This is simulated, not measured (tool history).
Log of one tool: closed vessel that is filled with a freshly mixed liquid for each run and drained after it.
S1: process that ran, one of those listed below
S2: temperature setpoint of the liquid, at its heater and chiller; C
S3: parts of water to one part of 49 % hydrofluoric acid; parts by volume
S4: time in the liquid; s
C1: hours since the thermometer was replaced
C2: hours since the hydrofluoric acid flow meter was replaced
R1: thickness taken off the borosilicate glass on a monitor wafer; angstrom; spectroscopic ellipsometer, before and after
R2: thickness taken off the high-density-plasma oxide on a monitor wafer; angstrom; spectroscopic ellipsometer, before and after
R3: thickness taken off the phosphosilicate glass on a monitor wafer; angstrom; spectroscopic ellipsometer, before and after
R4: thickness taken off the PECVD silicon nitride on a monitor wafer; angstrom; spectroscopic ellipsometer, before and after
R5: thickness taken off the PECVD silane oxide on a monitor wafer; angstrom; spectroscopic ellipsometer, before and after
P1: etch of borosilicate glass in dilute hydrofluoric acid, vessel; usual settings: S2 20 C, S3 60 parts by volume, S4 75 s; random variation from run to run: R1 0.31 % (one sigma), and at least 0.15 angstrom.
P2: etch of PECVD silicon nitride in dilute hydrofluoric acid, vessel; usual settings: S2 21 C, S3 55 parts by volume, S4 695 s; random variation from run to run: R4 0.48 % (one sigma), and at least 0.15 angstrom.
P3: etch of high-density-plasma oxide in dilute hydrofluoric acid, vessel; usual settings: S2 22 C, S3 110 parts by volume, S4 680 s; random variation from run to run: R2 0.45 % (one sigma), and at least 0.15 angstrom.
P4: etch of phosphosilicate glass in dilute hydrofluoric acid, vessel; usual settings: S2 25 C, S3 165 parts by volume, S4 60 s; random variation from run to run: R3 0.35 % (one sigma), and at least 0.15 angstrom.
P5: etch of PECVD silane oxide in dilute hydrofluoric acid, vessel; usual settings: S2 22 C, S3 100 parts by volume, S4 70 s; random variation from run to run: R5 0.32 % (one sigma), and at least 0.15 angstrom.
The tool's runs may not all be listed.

run 1 day=0.458 | S1=P1 S2=20 S3=60 S4=75 | C1=331.9 C2=1805.7 | R1=354
run 2 day=0.883 | S1=P3 S2=22 S3=110 S4=680 | C1=342.1 C2=1815.9 | R2=285.01
run 3 day=1.342 | S1=P3 S2=17 S3=110 S4=680 | C1=353.1 C2=1826.9 | R2=232.01
run 4 day=1.65 | S1=P4 S2=25 S3=165 S4=60 | C1=360.5 C2=1834.3 | R3=429.99
run 5 day=1.85 | S1=P2 S2=21 S3=55 S4=75 | C1=365.3 C2=1839.1 | R4=32.041
run 6 day=2.162 | S1=P4 S2=25 S3=35 S4=60 | C1=372.8 C2=1846.6 | R3=2402.4
run 7 day=2.612 | S1=P1 S2=20 S3=105 S4=30 | C1=383.6 C2=1857.4 | R1=76.698
run 8 day=3.062 | S1=P1 S2=20 S3=90 S4=75 | C1=394.4 C2=1868.2 | R1=227.37
run 9 day=3.262 | S1=P5 S2=26.5 S3=100 S4=70 | C1=399.2 C2=1873 | R5=155.38
run 10 day=3.621 | S1=P1 S2=20 S3=60 S4=30 | C1=407.8 C2=1881.6 | R1=140.66
run 11 day=3.983 | S1=P1 S2=20 S3=60 S4=75 | C1=416.5 C2=1890.3 | R1=354.69
run 12 day=4.304 | S1=P4 S2=25 S3=165 S4=105 | C1=424.2 C2=1898 | R3=752.13
run 13 day=4.546 | S1=P1 S2=26 S3=60 S4=125 | C1=430 C2=1903.8 | R1=753.14
run 14 day=4.875 | S1=P1 S2=20 S3=20 S4=75 | C1=437.9 C2=1911.7 | R1=1116
run 15 day=5.083 | S1=P5 S2=22 S3=145 S4=70 | C1=442.9 C2=1916.7 | R5=85.158
run 16 day=5.429 | S1=P3 S2=22 S3=110 S4=1330 | C1=451.2 C2=1925 | R2=563.28
run 17 day=5.75 | S1=P4 S2=25 S3=165 S4=60 | C1=458.9 C2=1932.7 | R3=429.55
run 18 day=5.95 | S1=P5 S2=22 S3=100 S4=70 | C1=463.7 C2=1937.5 | R5=129.66
run 19 day=6.212 | S1=P1 S2=20 S3=60 S4=75 | C1=470 C2=1943.8 | R1=352.47
run 20 day=6.446 | S1=P2 S2=28.5 S3=55 S4=695 | C1=475.6 C2=1949.4 | R4=488.33
run 21 day=6.717 | S1=P5 S2=22 S3=100 S4=30 | C1=482.1 C2=1955.9 | R5=55.359
run 22 day=6.946 | S1=P4 S2=20.5 S3=165 S4=60 | C1=487.6 C2=1961.4 | R3=360.82
run 23 day=7.242 | S1=P1 S2=17 S3=60 S4=75 | C1=494.7 C2=1968.5 | R1=309
run 24 day=7.625 | S1=P3 S2=22 S3=160 S4=680 | C1=503.9 C2=1977.7 | R2=184.14
run 25 day=8 | S1=P1 S2=20 S3=60 S4=75 | C1=512.9 C2=1986.7 | R1=354.6
run 26 day=8.217 | S1=P5 S2=22 S3=100 S4=70 | C1=518.1 C2=1991.9 | R5=129.14
run 27 day=8.583 | S1=P1 S2=20 S3=60 S4=75 | C1=526.9 C2=2000.7 | R1=352.1
run 28 day=8.971 | S1=P1 S2=25.5 S3=60 S4=75 | C1=536.2 C2=2010 | R1=441.75
run 29 day=9.421 | S1=P1 S2=20 S3=60 S4=120 | C1=547 C2=2020.8 | R1=565.21
run 30 day=9.783 | S1=P2 S2=21 S3=20 S4=695 | C1=555.7 C2=2029.5 | R4=785.45
run 31 day=10.154 | S1=P2 S2=21 S3=55 S4=695 | C1=564.6 C2=2038.4 | R4=297.62
run 32 day=10.525 | S1=P1 S2=20 S3=60 S4=75 | C1=573.5 C2=2047.3 | R1=353.7
run 33 day=10.962 | S1=P1 S2=20 S3=60 S4=75 | C1=584 C2=2057.8 | R1=361.01
run 34 day=11.204 | S1=P1 S2=20 S3=60 S4=75 | C1=589.8 C2=2063.6 | R1=365.66
run 35 day=11.404 | S1=P1 S2=20 S3=60 S4=75 | C1=594.6 C2=2068.4 | R1=366.16
run 36 day=11.696 | S1=P1 S2=20 S3=60 S4=75 | C1=601.6 C2=2075.4 | R1=370.21
run 37 day=11.967 | S1=P1 S2=20 S3=60 S4=75 | C1=608.1 C2=2081.9 | R1=369.3
run 38 day=12.279 | S1=P1 S2=20 S3=60 S4=75 | C1=615.6 C2=2089.4 | R1=371.8
run 39 day=12.617 | S1=P1 S2=20 S3=60 S4=75 | C1=623.7 C2=2097.5 | R1=373.03
run 40 day=13.017 | S1=P1 S2=20 S3=60 S4=75 | C1=633.3 C2=2107.1 | R1=374.2
run 41 day=13.396 | S1=P1 S2=20 S3=60 S4=75 | C1=642.4 C2=2116.2 | R1=372.86
run 42 day=13.612 | S1=P1 S2=20 S3=60 S4=75 | C1=647.6 C2=2121.4 | R1=374.51

What P1 gives has crept away from where it was. These 2 causes fit the log equally well, each at the size given:
A: liquid hotter than its thermometer reads (K) = 1.41
B: hydrofluoric acid flow above the setpoint (%) = 5.66
The creep began at about day 10.525.

4 check runs are offered, one wafer each, their results left as question marks. Which one tells the causes apart?
run check 1 day=13.829 | S1=P4 S2=25 S3=45 S4=95 | R3=?
run check 2 day=13.829 | S1=P5 S2=22 S3=130 S4=70 | R5=?
run check 3 day=13.829 | S1=P2 S2=21 S3=55 S4=430 | R4=?
run check 4 day=13.829 | S1=P3 S2=22 S3=110 S4=1290 | R2=?

What each check would give under each cause:
check=check_1 result=R3 if_A=3076.1 if_B=3078.7
check=check_2 result=R5 if_A=101.76 if_B=102.53
check=check_3 result=R4 if_A=202.32 if_B=193.85
check=check_4 result=R2 if_A=573.6 if_B=576.89
How far apart the two closest causes lie, in the result that separates them most: check 1 0.09 %; check 2 0.75 %; check 3 4.28 %; check 4 0.57 %
Check 3 tells the causes apart: in the others they would give nearly the same result.

Then check 3 was run and gave: R4 202.1 angstrom. Which cause is it?

It is A: liquid hotter than its thermometer reads (K).
